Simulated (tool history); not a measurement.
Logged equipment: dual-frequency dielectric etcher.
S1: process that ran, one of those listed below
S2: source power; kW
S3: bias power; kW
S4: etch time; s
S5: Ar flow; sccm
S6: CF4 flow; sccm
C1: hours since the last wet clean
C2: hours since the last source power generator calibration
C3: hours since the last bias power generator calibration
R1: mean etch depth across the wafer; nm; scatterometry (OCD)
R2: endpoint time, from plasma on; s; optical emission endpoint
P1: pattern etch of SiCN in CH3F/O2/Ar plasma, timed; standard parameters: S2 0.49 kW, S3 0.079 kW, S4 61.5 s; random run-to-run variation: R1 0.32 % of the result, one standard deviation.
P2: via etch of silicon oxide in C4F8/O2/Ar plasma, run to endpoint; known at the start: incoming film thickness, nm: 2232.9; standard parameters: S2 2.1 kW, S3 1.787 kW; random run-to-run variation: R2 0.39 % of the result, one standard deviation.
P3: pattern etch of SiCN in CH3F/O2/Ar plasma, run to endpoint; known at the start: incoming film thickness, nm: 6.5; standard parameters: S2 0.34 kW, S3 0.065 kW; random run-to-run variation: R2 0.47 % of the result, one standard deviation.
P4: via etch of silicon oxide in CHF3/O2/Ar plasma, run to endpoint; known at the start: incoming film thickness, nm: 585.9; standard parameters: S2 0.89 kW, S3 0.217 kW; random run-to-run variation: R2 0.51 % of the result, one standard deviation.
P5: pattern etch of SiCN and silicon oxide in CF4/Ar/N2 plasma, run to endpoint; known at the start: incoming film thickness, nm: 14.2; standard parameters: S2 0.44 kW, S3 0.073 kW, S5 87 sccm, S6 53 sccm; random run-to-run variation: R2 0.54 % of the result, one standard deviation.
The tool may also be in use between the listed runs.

Run 1, hour 13.5: S1 P1, S2 0.49 kW, S3 0.079 kW, S4 61.5 s; C1 306.1; C2 1429; C3 3926.5. Result: R1 25.69 nm.
Run 2, hour 26.8: S1 P1, S2 0.49 kW, S3 0.079 kW, S4 61.5 s; C1 319.4; C2 1442.3; C3 3939.8. Result: R1 25.567 nm.
Run 3, hour 35.4: S1 P4, S2 0.89 kW, S3 0.217 kW; C1 328; C2 1450.9; C3 3948.4. Result: R2 236.64 s.
Run 4, hour 46.3: S1 P3, S2 0.34 kW, S3 0.065 kW; C1 338.9; C2 1461.8; C3 3959.3. Result: R2 18.874 s.
Run 5, hour 58.8: S1 P4, S2 0.89 kW, S3 0.292 kW; C1 351.4; C2 1474.3; C3 3971.8. Result: R2 212.63 s.
Run 6, hour 67.6: S1 P2, S2 2.1 kW, S3 1.787 kW; C1 360.2; C2 1483.1; C3 3980.6. Result: R2 441.42 s.
Run 7, hour 82.3: S1 P1, S2 0.49 kW, S3 0.079 kW, S4 61.5 s; C1 374.9; C2 1497.8; C3 3995.3. Result: R1 25.785 nm.
Run 8, hour 93.1: S1 P3, S2 0.22 kW, S3 0.065 kW; C1 385.7; C2 1508.6; C3 4006.1. Result: R2 22.183 s.
Run 9, hour 105.7: S1 P1, S2 0.49 kW, S3 0.079 kW, S4 61.5 s; C1 398.3; C2 1521.2; C3 4018.7. Result: R1 25.835 nm.
Run 10, hour 114.6: S1 P1, S2 0.68 kW, S3 0.079 kW, S4 61.5 s; C1 407.2; C2 1530.1; C3 4027.6. Result: R1 29.047 nm.
Run 11, hour 128.2: S1 P3, S2 0.34 kW, S3 0.045 kW; C1 420.8; C2 1543.7; C3 4041.2. Result: R2 21.182 s.
Run 12, hour 138.6: S1 P5, S2 0.44 kW, S3 0.045 kW, S5 87 sccm, S6 53 sccm; C1 431.2; C2 1554.1; C3 4051.6. Result: R2 20.387 s.
Run 13, hour 155.7: S1 P1, S2 0.49 kW, S3 0.079 kW, S4 61.5 s; C1 448.3; C2 1571.2; C3 4068.7. Result: R1 25.73 nm.
Run 14, hour 166: S1 P1, S2 0.49 kW, S3 0.104 kW, S4 61.5 s; C1 458.6; C2 1581.5; C3 4079. Result: R1 28.463 nm.
Run 15, hour 183: S1 P1, S2 0.49 kW, S3 0.079 kW, S4 61.5 s; C1 475.6; C2 1598.5; C3 4096. Result: R1 25.651 nm.
Run 16, hour 190.6: S1 P4, S2 0.65 kW, S3 0.217 kW; C1 483.2; C2 1606.1; C3 4103.6. Result: R2 265.17 s.
Run 17, hour 206.4: S1 P5, S2 0.44 kW, S3 0.073 kW, S5 113 sccm, S6 53 sccm; C1 499; C2 1621.9; C3 4119.4. Result: R2 18.124 s.
Run 18, hour 218.8: S1 P2, S2 2.1 kW, S3 1.787 kW; C1 511.4; C2 1634.3; C3 4131.8. Result: R2 441.89 s.
Run 19, hour 226.2: S1 P5, S2 0.55 kW, S3 0.073 kW, S5 87 sccm, S6 53 sccm; C1 518.8; C2 1641.7; C3 4139.2. Result: R2 14.243 s.
Run 20, hour 236.3: S1 P5, S2 0.44 kW, S3 0.073 kW, S5 87 sccm, S6 53 sccm; C1 528.9; C2 1651.8; C3 4149.3. Result: R2 17.502 s.
Run 21, hour 253.1: S1 P1, S2 0.34 kW, S3 0.079 kW, S4 61.5 s; C1 545.7; C2 1668.6; C3 4166.1. Result: R1 22.391 nm.
Run 22, hour 260.6: S1 P1, S2 0.36 kW, S3 0.079 kW, S4 79.5 s; C1 553.2; C2 1676.1; C3 4173.6. Result: R1 29.646 nm.
Run 23, hour 269.3: S1 P4, S2 0.89 kW, S3 0.217 kW; C1 561.9; C2 1684.8; C3 4182.3. Result: R2 238.21 s.
Run 24, hour 283.5: S1 P2, S2 1.33 kW, S3 1.787 kW; C1 576.1; C2 1699; C3 4196.5. Result: R2 529.72 s.

Estimate the outcome of run 25 from the log above:
Run 25, hour 291.8: S1 P5, S2 0.44 kW, S3 0.073 kW, S5 87 sccm, S6 33 sccm; C1 584.4; C2 1707.3; C3 4204.8. Result: R2 ?.

{"run 25": {"R2": 18.754}}

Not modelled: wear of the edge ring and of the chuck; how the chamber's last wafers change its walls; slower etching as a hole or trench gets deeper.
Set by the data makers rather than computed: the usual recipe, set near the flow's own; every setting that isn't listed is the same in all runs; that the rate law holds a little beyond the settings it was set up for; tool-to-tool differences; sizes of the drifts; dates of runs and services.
